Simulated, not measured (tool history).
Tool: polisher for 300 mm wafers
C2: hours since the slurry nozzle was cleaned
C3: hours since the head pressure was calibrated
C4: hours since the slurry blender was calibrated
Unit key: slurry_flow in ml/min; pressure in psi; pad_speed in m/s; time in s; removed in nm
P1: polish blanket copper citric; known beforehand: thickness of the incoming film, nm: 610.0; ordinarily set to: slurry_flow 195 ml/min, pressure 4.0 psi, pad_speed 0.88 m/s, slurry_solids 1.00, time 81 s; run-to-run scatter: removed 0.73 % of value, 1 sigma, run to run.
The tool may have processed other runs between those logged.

{"run": 1, "hour": 2.9, "slurry_flow": 195, "pressure": 4.0, "pad_speed": 0.88, "slurry_solids": 1.0, "time": 81, "wafers polished on this pad": 822, "C2": 195.9, "C3": 278.1, "C4": 77.5, "removed": 218.65}
{"run": 2, "hour": 6.6, "slurry_flow": 195, "pressure": 4.0, "pad_speed": 1.12, "slurry_solids": 1.0, "time": 45, "wafers polished on this pad": 855, "C2": 199.6, "C3": 281.8, "C4": 81.2, "removed": 153.97}
{"run": 3, "hour": 10.1, "slurry_flow": 195, "pressure": 4.0, "pad_speed": 0.88, "slurry_solids": 1.0, "time": 106, "wafers polished on this pad": 886, "C2": 203.1, "C3": 285.3, "C4": 84.7, "removed": 286.5}
{"run": 4, "hour": 13.8, "slurry_flow": 115, "pressure": 4.0, "pad_speed": 0.88, "slurry_solids": 1.0, "time": 81, "wafers polished on this pad": 919, "C2": 206.8, "C3": 289.0, "C4": 88.4, "removed": 196.14}
{"run": 5, "hour": 19.2, "slurry_flow": 195, "pressure": 4.0, "pad_speed": 0.88, "slurry_solids": 1.0, "time": 81, "wafers polished on this pad": 967, "C2": 212.2, "C3": 294.4, "C4": 93.8, "removed": 218.1}
{"run": 6, "hour": 23.7, "slurry_flow": 195, "pressure": 6.3, "pad_speed": 0.88, "slurry_solids": 1.0, "time": 81, "wafers polished on this pad": 1007, "C2": 216.7, "C3": 298.9, "C4": 98.3, "removed": 345.47}
{"run": 7, "hour": 28.0, "slurry_flow": 195, "pressure": 4.0, "pad_speed": 0.88, "slurry_solids": 1.0, "time": 81, "wafers polished on this pad": 1046, "C2": 221.0, "C3": 303.2, "C4": 102.6, "removed": 217.66}
{"run": 8, "hour": 30.7, "slurry_flow": 195, "pressure": 4.0, "pad_speed": 0.88, "slurry_solids": 0.7, "time": 81, "wafers polished on this pad": 1070, "C2": 223.7, "C3": 305.9, "C4": 105.3, "removed": 200.52}
{"run": 9, "hour": 34.9, "slurry_flow": 195, "pressure": 4.0, "pad_speed": 1.36, "slurry_solids": 1.0, "time": 81, "wafers polished on this pad": 1107, "C2": 227.9, "C3": 310.1, "C4": 109.5, "removed": 334.97}
{"run": 10, "hour": 38.2, "slurry_flow": 195, "pressure": 4.0, "pad_speed": 0.88, "slurry_solids": 1.0, "time": 81, "wafers polished on this pad": 1136, "C2": 231.2, "C3": 313.4, "C4": 112.8, "removed": 216.99}
{"hour": 42.3, "done": "worn pad replaced by a new one"}
{"run": 11, "hour": 42.9, "slurry_flow": 245, "pressure": 4.0, "pad_speed": 0.88, "slurry_solids": 1.0, "time": 81, "wafers polished on this pad": 6, "C2": 235.9, "C3": 318.1, "C4": 117.5, "removed": 226.4}
{"run": 12, "hour": 46.3, "slurry_flow": 195, "pressure": 2.3, "pad_speed": 0.88, "slurry_solids": 1.0, "time": 58, "wafers polished on this pad": 36, "C2": 239.3, "C3": 321.5, "C4": 120.9, "removed": 92.146}
{"run": 13, "hour": 49.5, "slurry_flow": 195, "pressure": 4.0, "pad_speed": 0.88, "slurry_solids": 1.35, "time": 81, "wafers polished on this pad": 65, "C2": 242.5, "C3": 324.7, "C4": 124.1, "removed": 233.99}
{"run": 14, "hour": 52.9, "slurry_flow": 195, "pressure": 4.0, "pad_speed": 0.88, "slurry_solids": 1.0, "time": 81, "wafers polished on this pad": 95, "C2": 245.9, "C3": 328.1, "C4": 127.5, "removed": 218.84}
{"run": 15, "hour": 57.4, "slurry_flow": 195, "pressure": 4.0, "pad_speed": 0.88, "slurry_solids": 1.0, "time": 54, "wafers polished on this pad": 135, "C2": 250.4, "C3": 332.6, "C4": 132.0, "removed": 144.64}
{"run": 16, "hour": 61.1, "slurry_flow": 195, "pressure": 4.0, "pad_speed": 0.88, "slurry_solids": 1.0, "time": 81, "wafers polished on this pad": 168, "C2": 254.1, "C3": 336.3, "C4": 135.7, "removed": 218.17}
{"run": 17, "hour": 64.6, "slurry_flow": 195, "pressure": 1.8, "pad_speed": 0.62, "slurry_solids": 1.0, "time": 81, "wafers polished on this pad": 199, "C2": 257.6, "C3": 339.8, "C4": 139.2, "removed": 71.56}
{"run": 18, "hour": 69.1, "slurry_flow": 195, "pressure": 4.0, "pad_speed": 0.56, "slurry_solids": 1.0, "time": 81, "wafers polished on this pad": 239, "C2": 262.1, "C3": 344.3, "C4": 143.7, "removed": 138.86}
{"run": 19, "hour": 71.6, "slurry_flow": 195, "pressure": 1.8, "pad_speed": 0.88, "slurry_solids": 1.0, "time": 81, "wafers polished on this pad": 262, "C2": 264.6, "C3": 346.8, "C4": 146.2, "removed": 101.62}
{"run": 20, "hour": 75.3, "slurry_flow": 195, "pressure": 4.0, "pad_speed": 0.88, "slurry_solids": 1.0, "time": 81, "wafers polished on this pad": 295, "C2": 268.3, "C3": 350.5, "C4": 149.9, "removed": 218.01}
{"run": 21, "hour": 78.5, "slurry_flow": 195, "pressure": 4.0, "pad_speed": 0.88, "slurry_solids": 1.0, "time": 81, "wafers polished on this pad": 323, "C2": 271.5, "C3": 353.7, "C4": 153.1, "removed": 209.11}
{"run": 22, "hour": 83.0, "slurry_flow": 195, "pressure": 4.0, "pad_speed": 0.88, "slurry_solids": 1.0, "time": 81, "wafers polished on this pad": 363, "C2": 276.0, "C3": 358.2, "C4": 157.6, "removed": 207.74}
{"hour": 86.2, "done": "worn pad replaced by a new one"}
{"run": 23, "hour": 86.9, "slurry_flow": 195, "pressure": 4.0, "pad_speed": 0.88, "slurry_solids": 1.0, "time": 81, "wafers polished on this pad": 6, "C2": 279.9, "C3": 362.1, "C4": 161.5, "removed": 203.96}
{"hour": 87.7, "done": "head pressure recalibrated"}
{"run": 24, "hour": 90.0, "slurry_flow": 195, "pressure": 4.0, "pad_speed": 0.88, "slurry_solids": 1.0, "time": 81, "wafers polished on this pad": 34, "C2": 283.0, "C3": 2.4, "C4": 164.6, "removed": 205.42}
{"run": 25, "hour": 92.9, "slurry_flow": 195, "pressure": 4.0, "pad_speed": 0.88, "slurry_solids": 1.0, "time": 81, "wafers polished on this pad": 60, "C2": 285.9, "C3": 5.3, "C4": 167.5, "removed": 204.03}
{"run": 26, "hour": 96.9, "slurry_flow": 195, "pressure": 4.0, "pad_speed": 0.88, "slurry_solids": 1.0, "time": 81, "wafers polished on this pad": 96, "C2": 289.9, "C3": 9.3, "C4": 171.5, "removed": 201.72}

What P1 gives has crept away from where it was. These 2 causes fit the log equally well, each at the size given:
A: abrasive missing from the slurry, % = 28.4
B: slurry flow missing at the pad, % = 34.5
Onset of the creep was near hour 75.3.
Ruled out, with reasons:
removal rate lost through wear of the pad, %: serviced after onset, at hour 86.2, with no recovery of the prior output
head's pressure below its setpoint, %: serviced after onset, at hour 87.7, with no recovery of the prior output

Each of the check runs listed below is run on 2 wafers and reports their average, with the results left as question marks. Pick the one under which the possible causes would lead to clearly different results.
{"run": "check 1", "hour": 100.9, "slurry_flow": 195, "pressure": 6.1, "pad_speed": 0.7, "slurry_solids": 1.0, "time": 81, "removed": "?"}
{"run": "check 2", "hour": 100.9, "slurry_flow": 195, "pressure": 4.0, "pad_speed": 1.2, "slurry_solids": 1.0, "time": 81, "removed": "?"}
{"run": "check 3", "hour": 100.9, "slurry_flow": 195, "pressure": 4.0, "pad_speed": 1.34, "slurry_solids": 1.0, "time": 81, "removed": "?"}
{"run": "check 4", "hour": 100.9, "slurry_flow": 115, "pressure": 4.0, "pad_speed": 0.88, "slurry_solids": 1.0, "time": 81, "removed": "?"}

If the cause were each of the candidates in turn, the checks would give the following:
check=check_1 result=removed if_A=245.150 if_B=245.120
check=check_2 result=removed if_A=275.060 if_B=275.030
check=check_3 result=removed if_A=306.670 if_B=306.630
check=check_4 result=removed if_A=184.940 if_B=177.170
Per check, the gap between the least separated pair of causes, taken in the result that splits them most: check 1 0.01 %; check 2 0.01 %; check 3 0.01 %; check 4 4.29 %
Check 4 distinguishes between the causes, while the remaining checks would return nearly the same result for all of them.

Running check 4 produced the following: removed 184.690 nm. Which one of the listed causes fits?

A is the cause: abrasive missing from the slurry, %.
